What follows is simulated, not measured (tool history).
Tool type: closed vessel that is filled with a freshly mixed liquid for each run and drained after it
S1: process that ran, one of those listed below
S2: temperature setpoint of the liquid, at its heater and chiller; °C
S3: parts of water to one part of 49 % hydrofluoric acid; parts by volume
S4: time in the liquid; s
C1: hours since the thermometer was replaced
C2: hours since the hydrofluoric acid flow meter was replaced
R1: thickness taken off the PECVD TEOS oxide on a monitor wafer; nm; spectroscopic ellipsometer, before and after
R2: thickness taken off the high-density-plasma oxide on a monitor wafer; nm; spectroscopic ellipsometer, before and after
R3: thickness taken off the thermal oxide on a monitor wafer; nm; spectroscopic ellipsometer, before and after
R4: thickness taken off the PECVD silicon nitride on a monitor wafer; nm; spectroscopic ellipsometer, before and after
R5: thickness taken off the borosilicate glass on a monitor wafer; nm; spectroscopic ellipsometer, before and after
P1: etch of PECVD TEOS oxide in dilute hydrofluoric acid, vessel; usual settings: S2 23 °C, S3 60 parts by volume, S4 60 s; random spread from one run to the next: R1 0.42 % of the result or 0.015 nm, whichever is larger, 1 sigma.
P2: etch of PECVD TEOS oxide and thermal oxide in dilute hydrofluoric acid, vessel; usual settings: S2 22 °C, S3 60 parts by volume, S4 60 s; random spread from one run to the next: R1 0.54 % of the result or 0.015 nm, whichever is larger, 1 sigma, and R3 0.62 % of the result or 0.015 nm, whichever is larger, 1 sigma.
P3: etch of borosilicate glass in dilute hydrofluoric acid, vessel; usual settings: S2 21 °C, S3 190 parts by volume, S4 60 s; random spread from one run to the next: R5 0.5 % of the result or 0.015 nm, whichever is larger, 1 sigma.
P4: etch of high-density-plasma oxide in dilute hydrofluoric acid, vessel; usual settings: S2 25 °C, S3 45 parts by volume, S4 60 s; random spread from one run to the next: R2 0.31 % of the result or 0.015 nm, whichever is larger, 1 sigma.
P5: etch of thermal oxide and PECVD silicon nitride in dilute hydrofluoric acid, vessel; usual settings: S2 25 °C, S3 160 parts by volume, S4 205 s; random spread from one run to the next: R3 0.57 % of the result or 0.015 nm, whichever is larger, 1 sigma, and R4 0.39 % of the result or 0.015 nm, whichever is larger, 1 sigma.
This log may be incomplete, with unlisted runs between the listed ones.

run   hour  S1    S2   S3   S4      C1     C2      R1      R2      R3      R4      R5
  1      5  P1    23   60   60    1479  421.9   18.36
  2   11.6  P1    23   60  105  1485.6  428.5  31.804
  3   16.4  P1    31   60   60  1490.4  433.3  25.248
  4   23.1  P1    23   60   60  1497.1    440  18.402
  5   28.8  P4    25   45   30  1502.8  445.7           7.117
  6   32.5  P2    22   20   60  1506.5  449.4  89.507           13.89
  7   37.7  P1    23   30   60  1511.7  454.6  37.845
  8   41.2  P5    32  160  205  1515.2  458.1                   7.423  8.0027
  9   49.1  P3    21  190   60  1523.1    466                                  6.9059
 10   56.3  P4  20.5   45   60  1530.3  473.2          11.698
 11   60.9  P3    21  190   60  1534.9  477.8                                  6.8913
 12   65.9  P1    23  100  105  1539.9  482.8  18.222
 13   70.5  P2    17   60   60  1544.5  487.4  22.842          3.5769
 14   76.9  P4    25   80   60  1550.9  493.8          7.5701
 15   84.7  P2    22   60   60  1558.7  501.6   28.18          4.4135
 16   92.4  P1    23   60   30  1566.4  509.3  9.1432
 17   98.9  P1    23   95   60  1572.9  515.8  11.073
 18  105.7  P4    25   45   60  1579.7  522.6          14.086
 19  112.2  P1    23   60   60  1586.2  529.1  18.347
 20  120.2  P1    23   60   60  1594.2  537.1  18.231
 21    124  P3    17  190   60    1598  540.9                                  5.8304

The next listed run, before its measurement:
 22  127.6  P3  21  350  60  1601.6  544.5                   ?

{"run 22": {"R5": 3.257}}
